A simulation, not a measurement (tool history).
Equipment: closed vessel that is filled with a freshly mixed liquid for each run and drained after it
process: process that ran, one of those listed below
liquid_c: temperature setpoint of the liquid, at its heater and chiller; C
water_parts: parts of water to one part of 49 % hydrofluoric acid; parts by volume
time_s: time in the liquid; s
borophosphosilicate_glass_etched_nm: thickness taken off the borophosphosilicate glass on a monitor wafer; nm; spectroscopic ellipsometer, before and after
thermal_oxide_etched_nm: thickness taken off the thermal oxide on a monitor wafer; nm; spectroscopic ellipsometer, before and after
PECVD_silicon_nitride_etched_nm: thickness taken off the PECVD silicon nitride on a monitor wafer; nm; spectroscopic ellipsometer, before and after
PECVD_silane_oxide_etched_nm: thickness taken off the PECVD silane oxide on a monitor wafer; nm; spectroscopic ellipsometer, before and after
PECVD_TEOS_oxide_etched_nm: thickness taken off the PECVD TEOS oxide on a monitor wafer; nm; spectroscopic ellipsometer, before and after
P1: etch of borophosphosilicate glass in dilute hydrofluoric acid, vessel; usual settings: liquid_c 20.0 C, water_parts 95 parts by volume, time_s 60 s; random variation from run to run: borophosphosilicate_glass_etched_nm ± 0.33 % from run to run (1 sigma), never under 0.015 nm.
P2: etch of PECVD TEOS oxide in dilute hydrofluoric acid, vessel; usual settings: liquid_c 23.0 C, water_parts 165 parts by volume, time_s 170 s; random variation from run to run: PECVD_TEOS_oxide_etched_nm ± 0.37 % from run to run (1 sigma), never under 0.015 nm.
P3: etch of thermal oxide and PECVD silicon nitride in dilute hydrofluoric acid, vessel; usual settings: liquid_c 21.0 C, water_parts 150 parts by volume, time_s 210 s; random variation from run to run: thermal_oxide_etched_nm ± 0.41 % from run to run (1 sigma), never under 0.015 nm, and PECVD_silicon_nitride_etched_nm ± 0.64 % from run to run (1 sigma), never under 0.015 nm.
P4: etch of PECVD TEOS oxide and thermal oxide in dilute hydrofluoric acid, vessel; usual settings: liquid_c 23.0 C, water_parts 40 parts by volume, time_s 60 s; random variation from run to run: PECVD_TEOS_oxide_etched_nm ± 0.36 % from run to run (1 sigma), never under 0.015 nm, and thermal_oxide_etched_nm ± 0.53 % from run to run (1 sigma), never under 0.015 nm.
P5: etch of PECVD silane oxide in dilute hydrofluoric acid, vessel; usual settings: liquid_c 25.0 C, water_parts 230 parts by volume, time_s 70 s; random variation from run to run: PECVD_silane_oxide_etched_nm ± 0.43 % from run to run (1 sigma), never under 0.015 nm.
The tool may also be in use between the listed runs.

| run | hour | process | liquid_c | water_parts | time_s | hours since the thermometer was replaced | hours since the hydrofluoric acid flow meter was replaced | borophosphosilicate_glass_etched_nm | thermal_oxide_etched_nm | PECVD_silicon_nitride_etched_nm | PECVD_silane_oxide_etched_nm | PECVD_TEOS_oxide_etched_nm |
|---|---|---|---|---|---|---|---|---|---|---|---|---|
| 1 | 3.6 | P1 | 20.0 | 95 | 60 | 755.9 | 706.3 | 14.4010 |  |  |  |  |
| 2 | 8.5 | P3 | 21.0 | 150 | 210 | 760.8 | 711.2 |  | 5.4569 | 4.4236 |  |  |
| 3 | 12.5 | P5 | 25.0 | 230 | 70 | 764.8 | 715.2 |  |  |  | 7.2626 |  |
| 4 | 15.1 | P2 | 23.0 | 165 | 325 | 767.4 | 717.8 |  |  |  |  | 33.531 |
| 5 | 18.0 | P1 | 20.0 | 95 | 60 | 770.3 | 720.7 | 14.2770 |  |  |  |  |
| 6 | 21.5 | P5 | 17.5 | 230 | 70 | 773.8 | 724.2 |  |  |  | 5.4866 |  |
| 7 | 24.7 | P4 | 23.0 | 55 | 60 | 777.0 | 727.4 |  | 5.4529 |  |  | 24.390 |
| 8 | 27.4 | P3 | 21.0 | 25 | 210 | 779.7 | 730.1 |  | 37.6420 | 25.0980 |  |  |
| 9 | 30.7 | P1 | 20.0 | 145 | 60 | 783.0 | 733.4 | 8.8987 |  |  |  |  |
| 10 | 33.2 | P2 | 23.0 | 165 | 170 | 785.5 | 735.9 |  |  |  |  | 17.490 |
| 11 | 36.3 | P3 | 21.0 | 150 | 210 | 788.6 | 739.0 |  | 5.4657 | 4.3999 |  |  |
|  | 37.4 | thermometer replaced |
| 12 | 39.8 | P1 | 17.0 | 95 | 60 | 2.4 | 742.5 | 12.6210 |  |  |  |  |
| 13 | 43.0 | P1 | 20.0 | 55 | 60 | 5.6 | 745.7 | 25.8100 |  |  |  |  |
| 14 | 47.0 | P2 | 23.0 | 90 | 170 | 9.6 | 749.7 |  |  |  |  | 34.926 |
| 15 | 50.6 | P1 | 20.0 | 35 | 30 | 13.2 | 753.3 | 20.9100 |  |  |  |  |
| 16 | 53.8 | P1 | 20.0 | 95 | 30 | 16.4 | 756.5 | 7.2000 |  |  |  |  |
| 17 | 56.1 | P1 | 20.0 | 95 | 105 | 18.7 | 758.8 | 25.0030 |  |  |  |  |
| 18 | 60.8 | P1 | 20.0 | 95 | 60 | 23.4 | 763.5 | 14.2860 |  |  |  |  |
| 19 | 64.6 | P5 | 25.0 | 60 | 70 | 27.2 | 767.3 |  |  |  | 34.1250 |  |
| 20 | 69.2 | P4 | 23.0 | 40 | 60 | 31.8 | 771.9 |  | 7.5783 |  |  | 34.110 |
| 21 | 71.8 | P4 | 23.0 | 40 | 30 | 34.4 | 774.5 |  | 3.8359 |  |  | 17.054 |
| 22 | 75.8 | P5 | 25.0 | 230 | 30 | 38.4 | 778.5 |  |  |  | 3.1394 |  |
|  | 78.4 | hydrofluoric acid flow meter replaced |
| 23 | 78.5 | P4 | 17.0 | 40 | 60 | 41.1 | 0.1 |  | 5.9613 |  |  | 26.394 |
| 24 | 81.6 | P1 | 27.0 | 95 | 60 | 44.2 | 3.2 | 18.8530 |  |  |  |  |
| 25 | 85.8 | P5 | 25.0 | 230 | 70 | 48.4 | 7.4 |  |  |  | 7.3050 |  |
| 26 | 90.3 | P1 | 20.0 | 95 | 60 | 52.9 | 11.9 | 14.3470 |  |  |  |  |
| 27 | 94.6 | P3 | 17.0 | 150 | 210 | 57.2 | 16.2 |  | 4.6154 | 3.3200 |  |  |
| 28 | 97.5 | P3 | 21.0 | 150 | 50 | 60.1 | 19.1 |  | 1.3073 | 1.0363 |  |  |
| 29 | 100.6 | P2 | 17.0 | 165 | 170 | 63.2 | 22.2 |  |  |  |  | 13.728 |
| 30 | 102.9 | P2 | 23.0 | 165 | 170 | 65.5 | 24.5 |  |  |  |  | 17.464 |
| 31 | 106.4 | P1 | 20.0 | 95 | 60 | 69.0 | 28.0 | 14.2930 |  |  |  |  |
| 32 | 110.3 | P1 | 27.5 | 95 | 30 | 72.9 | 31.9 | 9.6475 |  |  |  |  |
| 33 | 114.6 | P1 | 20.0 | 95 | 60 | 77.2 | 36.2 | 14.3700 |  |  |  |  |
| 34 | 118.1 | P1 | 20.0 | 95 | 60 | 80.7 | 39.7 | 14.7860 |  |  |  |  |
| 35 | 121.4 | P1 | 20.0 | 95 | 60 | 84.0 | 43.0 | 14.9730 |  |  |  |  |
| 36 | 124.8 | P1 | 20.0 | 95 | 60 | 87.4 | 46.4 | 15.1140 |  |  |  |  |
| 37 | 127.5 | P1 | 20.0 | 95 | 60 | 90.1 | 49.1 | 15.2060 |  |  |  |  |
| 38 | 131.2 | P1 | 20.0 | 95 | 60 | 93.8 | 52.8 | 15.3540 |  |  |  |  |
| 39 | 134.8 | P1 | 20.0 | 95 | 60 | 97.4 | 56.4 | 15.3280 |  |  |  |  |

What P1 gives has crept away from where it was. These 2 causes fit the log equally well, each at the size given:
A: hydrofluoric acid flow above the setpoint (%) = 6.04
B: liquid hotter than its thermometer reads (K) = 1.59
At approximately hour 114.6, the process output began to creep.

Question marks stand in for the results of the 4 check runs listed below, each run on one wafer. Under which run would the listed causes show clearly different results?
| check 1 | 138.4 | P5 | 19.0 | 230 | 35 |  |  |  |  |  | ? |  |
| check 2 | 138.4 | P3 | 21.0 | 35 | 210 |  |  |  | ? | ? |  |  |
| check 3 | 138.4 | P2 | 17.0 | 120 | 170 |  |  |  |  |  |  | ? |
| check 4 | 138.4 | P4 | 20.0 | 40 | 60 |  |  |  | ? |  |  | ? |

How each check would come out, cause by cause:
| check | result | if A | if B |
|---|---|---|---|
| check 1 | PECVD_silane_oxide_etched_nm | 3.1362 | 3.1037 |
| check 2 | thermal_oxide_etched_nm | 28.2600 | 28.4400 |
| check 2 | PECVD_silicon_nitride_etched_nm | 19.1730 | 20.2200 |
| check 3 | PECVD_TEOS_oxide_etched_nm | 21.137 | 21.141 |
| check 4 | thermal_oxide_etched_nm | 7.1760 | 7.2203 |
| check 4 | PECVD_TEOS_oxide_etched_nm | 31.971 | 32.169 |
Separation of the two closest causes in each check, using whichever result separates them best: check 1 1.04 %; check 2 5.32 %; check 3 0.02 %; check 4 0.62 %
Check 2 is the one run that separates the causes; every other check would come out nearly the same whichever cause is at work.

With check 2 done, the readings were: thermal_oxide_etched_nm 28.5280 nm; PECVD_silicon_nitride_etched_nm 20.2930 nm. Identify which of the listed causes applies.

The correct cause is B, namely: liquid hotter than its thermometer reads (K).
